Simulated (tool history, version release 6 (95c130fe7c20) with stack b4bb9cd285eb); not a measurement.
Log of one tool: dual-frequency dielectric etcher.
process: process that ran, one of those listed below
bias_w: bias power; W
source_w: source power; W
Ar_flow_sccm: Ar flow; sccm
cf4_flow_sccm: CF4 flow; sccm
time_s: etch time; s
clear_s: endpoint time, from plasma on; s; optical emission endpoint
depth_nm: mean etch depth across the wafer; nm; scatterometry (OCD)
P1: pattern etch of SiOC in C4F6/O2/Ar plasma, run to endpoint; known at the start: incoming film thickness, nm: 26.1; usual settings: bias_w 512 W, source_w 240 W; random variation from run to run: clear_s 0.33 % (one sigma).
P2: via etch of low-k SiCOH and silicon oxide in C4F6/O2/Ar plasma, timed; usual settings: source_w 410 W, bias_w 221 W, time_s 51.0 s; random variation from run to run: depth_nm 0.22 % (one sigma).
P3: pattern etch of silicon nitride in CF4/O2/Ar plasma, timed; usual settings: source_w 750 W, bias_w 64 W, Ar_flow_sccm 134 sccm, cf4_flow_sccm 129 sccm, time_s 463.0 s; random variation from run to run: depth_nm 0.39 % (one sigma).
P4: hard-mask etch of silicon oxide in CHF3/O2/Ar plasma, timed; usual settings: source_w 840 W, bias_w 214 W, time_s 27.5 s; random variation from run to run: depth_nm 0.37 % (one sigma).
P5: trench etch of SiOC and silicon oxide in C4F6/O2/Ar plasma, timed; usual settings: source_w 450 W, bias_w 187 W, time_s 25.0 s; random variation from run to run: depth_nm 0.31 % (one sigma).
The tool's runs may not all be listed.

run,day,process,bias_w,source_w,Ar_flow_sccm,cf4_flow_sccm,time_s,hours since the last wet clean,hours since the last bias power generator calibration,hours since the last source power generator calibration,clear_s,depth_nm
1,0.608,P1,512,240,,,,297.9,1331.1,446.4,10.5730,
2,1.042,P3,64,750,161,129,463.0,308.3,1341.5,456.8,,1366.700
3,1.692,P5,222,450,,,25.0,323.9,1357.1,472.4,,54.671
# day 2.238: wet clean of the chamber
4,2.271,P3,64,750,134,129,662.5,0.9,1371.0,486.3,,1987.600
5,2.742,P1,512,240,,,,12.2,1382.3,497.6,10.5980,
6,3.225,P1,512,240,,,,23.8,1393.9,509.2,10.6010,
7,3.667,P4,214,840,,,27.5,34.4,1404.5,519.8,,65.606
8,4.338,P2,221,410,,,51.0,50.5,1420.6,535.9,,145.600
9,4.979,P3,64,750,134,169,463.0,65.9,1436.0,551.3,,1434.100
10,5.667,P4,160,840,,,27.5,82.4,1452.5,567.8,,59.806
11,6.012,P5,187,530,,,25.0,90.7,1460.8,576.1,,55.216
12,6.375,P1,340,240,,,,99.4,1469.5,584.8,12.3740,
13,7.029,P3,42,750,134,129,463.0,115.1,1485.2,600.5,,1197.900
14,7.679,P5,187,450,,,25.0,130.7,1500.8,616.1,,51.849
15,8.308,P1,659,240,,,,145.8,1515.9,631.2,9.5811,
16,8.917,P2,221,410,,,51.0,160.4,1530.5,645.8,,145.690
17,9.362,P5,187,450,,,25.0,171.1,1541.2,656.5,,51.995
# day 9.617: source power generator calibrated
18,9.725,P1,512,300,,,,179.8,1549.9,2.7,9.7831,
19,10.317,P5,187,450,,,37.0,194.0,1564.1,16.9,,76.838
20,10.946,P1,512,240,,,,209.1,1579.2,32.0,10.6460,
21,11.646,P1,347,310,,,,225.9,1596.0,48.8,11.1970,
22,12.183,P3,64,750,134,129,463.0,238.8,1608.9,61.7,,1387.900
23,12.712,P4,214,840,,,15.0,251.5,1621.6,74.4,,35.986
24,13.171,P1,610,150,,,,262.5,1632.6,85.4,11.7110,
25,13.762,P3,64,600,134,129,463.0,276.7,1646.8,99.6,,1159.900
26,14.212,P3,64,750,134,129,463.0,287.5,1657.6,110.4,,1395.500
27,14.925,P1,512,180,,,,304.6,1674.7,127.5,11.7680,
28,15.442,P2,221,410,,,28.5,317.0,1687.1,139.9,,81.505
29,15.921,P2,221,500,,,51.0,328.5,1698.6,151.4,,156.820
30,16.496,P4,214,500,,,27.5,342.3,1712.4,165.2,,54.186
31,17.062,P2,269,410,,,51.0,355.9,1726.0,178.8,,155.010
32,17.750,P1,512,240,,,,372.4,1742.5,195.3,10.5760,
33,18.271,P1,512,240,,,,384.9,1755.0,207.8,10.5410,
34,18.650,P1,512,240,,,,394.0,1764.1,216.9,10.4380,
35,19.304,P1,512,240,,,,409.7,1779.8,232.6,10.3680,
36,19.867,P1,512,240,,,,423.2,1793.3,246.1,10.4360,
# day 20.062: wet clean of the chamber
37,20.400,P1,512,240,,,,8.2,1806.1,258.9,10.4720,
38,21.021,P1,512,240,,,,23.1,1821.0,273.8,10.4390,

What P1 gives has crept away from where it was. These 2 causes fit the log equally well, each at the size given:
A: bias power that arrives over what is set, % = 4.44
B: source power that arrives over what is set, % = 4.68
The creep began at about day 17.750.
Why every other cause is out:
chamber walls in a state that raises the etch rate, %: serviced at day 20.062, which brought nothing back

4 check runs are offered, each on 2 wafers whose results are averaged, their results left as question marks. Which one tells the causes apart?
check 1,21.642,P2,221,410,,,51.0,,,,,?
check 2,21.642,P4,214,840,,,27.5,,,,,?
check 3,21.642,P5,187,450,,,25.0,,,,,?
check 4,21.642,P3,64,750,134,129,463.0,,,,,?

What each check would give under each cause:
check,result,if A,if B
check 1,depth_nm,147.510,147.990
check 2,depth_nm,67.044,67.220
check 3,depth_nm,52.599,52.811
check 4,depth_nm,1421.100,1454.200
How far apart the two closest causes lie, in the result that separates them most: check 1 0.33 %; check 2 0.26 %; check 3 0.4 %; check 4 2.3 %
Check 4 tells the causes apart: in the others they would give nearly the same result.

Then check 4 was run and gave: depth_nm 1419.400 nm. Which cause is it?

It is A: bias power that arrives over what is set, %.
